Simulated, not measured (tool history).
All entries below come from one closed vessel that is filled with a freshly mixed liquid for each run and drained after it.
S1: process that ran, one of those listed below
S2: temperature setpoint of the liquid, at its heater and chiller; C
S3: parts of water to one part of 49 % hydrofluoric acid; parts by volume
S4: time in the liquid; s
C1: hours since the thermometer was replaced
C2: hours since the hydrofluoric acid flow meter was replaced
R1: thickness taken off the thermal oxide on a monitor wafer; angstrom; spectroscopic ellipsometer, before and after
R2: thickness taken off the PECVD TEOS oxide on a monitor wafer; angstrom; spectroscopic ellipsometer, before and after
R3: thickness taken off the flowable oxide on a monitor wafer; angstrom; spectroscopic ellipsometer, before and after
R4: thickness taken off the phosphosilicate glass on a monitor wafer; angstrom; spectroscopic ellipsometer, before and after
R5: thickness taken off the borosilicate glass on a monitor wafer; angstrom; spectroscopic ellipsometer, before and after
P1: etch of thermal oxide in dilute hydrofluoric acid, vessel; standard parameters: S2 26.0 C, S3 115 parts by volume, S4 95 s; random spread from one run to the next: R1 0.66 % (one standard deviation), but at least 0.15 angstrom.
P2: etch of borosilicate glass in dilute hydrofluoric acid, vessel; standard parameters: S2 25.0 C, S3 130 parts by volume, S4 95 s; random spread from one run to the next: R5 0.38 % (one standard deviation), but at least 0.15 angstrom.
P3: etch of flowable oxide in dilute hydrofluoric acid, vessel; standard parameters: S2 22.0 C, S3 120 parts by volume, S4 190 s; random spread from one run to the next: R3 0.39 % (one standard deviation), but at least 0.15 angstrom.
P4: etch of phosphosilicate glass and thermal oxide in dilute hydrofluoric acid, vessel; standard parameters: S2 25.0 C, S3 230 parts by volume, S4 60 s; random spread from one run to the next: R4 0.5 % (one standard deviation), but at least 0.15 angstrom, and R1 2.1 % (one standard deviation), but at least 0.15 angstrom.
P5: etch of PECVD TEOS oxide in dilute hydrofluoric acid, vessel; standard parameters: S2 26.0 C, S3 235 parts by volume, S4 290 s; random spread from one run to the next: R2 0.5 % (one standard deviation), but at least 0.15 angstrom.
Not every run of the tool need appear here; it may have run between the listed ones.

| run | hour | S1 | S2 | S3 | S4 | C1 | C2 | R1 | R2 | R3 | R4 | R5 |
|---|---|---|---|---|---|---|---|---|---|---|---|---|
| 1 | 4.1 | P1 | 26.0 | 115 | 95 | 420.7 | 704.3 | 41.8790 |  |  |  |  |
| 2 | 12.6 | P1 | 21.5 | 115 | 95 | 429.2 | 712.8 | 34.9910 |  |  |  |  |
| 3 | 20.2 | P5 | 26.0 | 40 | 290 | 436.8 | 720.4 |  | 1624.80 |  |  |  |
|  | 26.4 | hydrofluoric acid flow meter replaced |
| 4 | 26.4 | P3 | 22.0 | 120 | 30 | 443.0 | 0.0 |  |  | 65.83 |  |  |
| 5 | 31.4 | P4 | 25.0 | 230 | 30 | 448.0 | 5.0 | 5.5005 |  |  | 172.94 |  |
| 6 | 40.1 | P1 | 26.0 | 115 | 180 | 456.7 | 13.7 | 78.2860 |  |  |  |  |
| 7 | 48.5 | P5 | 26.0 | 235 | 290 | 465.1 | 22.1 |  | 220.14 |  |  |  |
| 8 | 57.4 | P4 | 29.5 | 230 | 60 | 474.0 | 31.0 | 13.0380 |  |  | 402.52 |  |
| 9 | 65.4 | P1 | 26.0 | 30 | 95 | 482.0 | 39.0 | 178.8900 |  |  |  |  |
| 10 | 70.2 | P1 | 26.0 | 115 | 95 | 486.8 | 43.8 | 41.3430 |  |  |  |  |
| 11 | 76.9 | P1 | 26.0 | 115 | 95 | 493.5 | 50.5 | 41.5640 |  |  |  |  |
| 12 | 83.2 | P1 | 26.0 | 115 | 95 | 499.8 | 56.8 | 41.7310 |  |  |  |  |
| 13 | 92.4 | P1 | 26.0 | 25 | 165 | 509.0 | 66.0 | 373.9600 |  |  |  |  |
| 14 | 99.6 | P5 | 26.0 | 235 | 570 | 516.2 | 73.2 |  | 433.44 |  |  |  |
| 15 | 105.2 | P5 | 19.0 | 235 | 290 | 521.8 | 78.8 |  | 169.22 |  |  |  |
| 16 | 110.7 | P3 | 17.0 | 120 | 190 | 527.3 | 84.3 |  |  | 339.23 |  |  |
| 17 | 118.7 | P5 | 26.0 | 235 | 290 | 535.3 | 92.3 |  | 218.73 |  |  |  |
| 18 | 124.3 | P2 | 25.0 | 130 | 30 | 540.9 | 97.9 |  |  |  |  | 56.211 |
| 19 | 129.9 | P3 | 22.0 | 120 | 190 | 546.5 | 103.5 |  |  | 415.18 |  |  |
| 20 | 136.9 | P2 | 25.0 | 235 | 95 | 553.5 | 110.5 |  |  |  |  | 87.388 |
| 21 | 141.6 | P4 | 25.0 | 230 | 60 | 558.2 | 115.2 | 10.8720 |  |  | 348.56 |  |
| 22 | 150.1 | P3 | 22.0 | 210 | 190 | 566.7 | 123.7 |  |  | 216.20 |  |  |
| 23 | 155.8 | P1 | 26.0 | 205 | 45 | 572.4 | 129.4 | 9.8206 |  |  |  |  |
| 24 | 161.1 | P1 | 26.0 | 210 | 95 | 577.7 | 134.7 | 20.2680 |  |  |  |  |
| 25 | 167.3 | P1 | 34.0 | 20 | 95 | 583.9 | 140.9 | 373.6500 |  |  |  |  |
| 26 | 172.1 | P1 | 30.0 | 115 | 95 | 588.7 | 145.7 | 48.3570 |  |  |  |  |
| 27 | 176.6 | P2 | 20.0 | 130 | 95 | 593.2 | 150.2 |  |  |  |  | 145.350 |
| 28 | 185.8 | P1 | 26.0 | 115 | 95 | 602.4 | 159.4 | 42.0020 |  |  |  |  |
| 29 | 194.8 | P2 | 25.0 | 130 | 95 | 611.4 | 168.4 |  |  |  |  | 178.030 |
| 30 | 201.8 | P4 | 25.0 | 405 | 60 | 618.4 | 175.4 | 5.3541 |  |  | 163.68 |  |
| 31 | 210.7 | P1 | 26.0 | 115 | 30 | 627.3 | 184.3 | 12.9360 |  |  |  |  |
| 32 | 215.3 | P1 | 26.0 | 115 | 95 | 631.9 | 188.9 | 41.6320 |  |  |  |  |
| 33 | 222.1 | P1 | 26.0 | 115 | 95 | 638.7 | 195.7 | 40.4210 |  |  |  |  |
| 34 | 227.3 | P1 | 26.0 | 115 | 95 | 643.9 | 200.9 | 39.6120 |  |  |  |  |
| 35 | 236.4 | P1 | 26.0 | 115 | 95 | 653.0 | 210.0 | 39.0080 |  |  |  |  |
| 36 | 243.9 | P1 | 26.0 | 115 | 95 | 660.5 | 217.5 | 38.4670 |  |  |  |  |
| 37 | 248.4 | P1 | 26.0 | 115 | 95 | 665.0 | 222.0 | 38.0070 |  |  |  |  |
| 38 | 253.4 | P1 | 26.0 | 115 | 95 | 670.0 | 227.0 | 38.0120 |  |  |  |  |

Run 39, settings as shown, results not yet in. Your forecast:
| 39 | 259.2 | P1 | 26.0 | 115 | 95 | 675.8 | 232.8 | ? |  |  |  |  |

{"run 39": {"R1": 37.651}}
